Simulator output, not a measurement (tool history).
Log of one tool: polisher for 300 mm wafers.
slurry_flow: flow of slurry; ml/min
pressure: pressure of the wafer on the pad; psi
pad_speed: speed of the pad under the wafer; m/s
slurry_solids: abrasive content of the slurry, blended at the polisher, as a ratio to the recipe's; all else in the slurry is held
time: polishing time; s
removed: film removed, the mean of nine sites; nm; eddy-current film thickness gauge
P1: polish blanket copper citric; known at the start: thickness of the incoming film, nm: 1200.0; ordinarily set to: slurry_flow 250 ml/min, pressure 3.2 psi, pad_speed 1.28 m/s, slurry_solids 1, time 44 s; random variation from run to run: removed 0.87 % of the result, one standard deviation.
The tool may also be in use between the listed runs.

run,hour,slurry_flow,pressure,pad_speed,slurry_solids,time,removed
1,8.6,250,3.2,1.28,1,44,148.16
2,22.4,250,2,1.28,1,64,137.48
3,33.1,350,3.2,1.28,1,29,101.36
4,44.8,320,3.2,1.28,1,44,152.95
5,60.6,250,3.2,1.28,0.55,44,131.97
6,74.6,250,3.2,0.86,1,44,100.15
7,90.8,250,3.2,1.28,1,44,148.95
8,103.9,250,3.2,1.28,1,44,145.53
9,111.8,250,3.2,1.96,1,56,288.56
10,122.5,250,3.2,1.9,1,44,219.91
11,139.7,150,3.2,1.28,1,44,138.54
12,152.7,250,3.2,1.28,1,44,148.47
13,161.7,250,1.5,1.28,1,44,70.285
# hour 169.1: slurry blender recalibrated
14,176.6,250,3.2,1.28,1.45,44,160.38
15,187.9,250,3.2,1.28,1,25,84.631
# hour 195.5: head pressure recalibrated
16,201.2,250,3.2,1.28,1,56,186.04
17,211.6,250,4.4,1.28,1,44,199.42
18,228.2,250,3.2,1.28,1,44,145.31
19,241.9,250,3.2,1.28,1,44,145.26
20,257,250,3.2,1.28,1,44,145.09

Forecast run 21:
21,265.4,250,3.2,1.28,1,44,?

removed: 144.74 nm
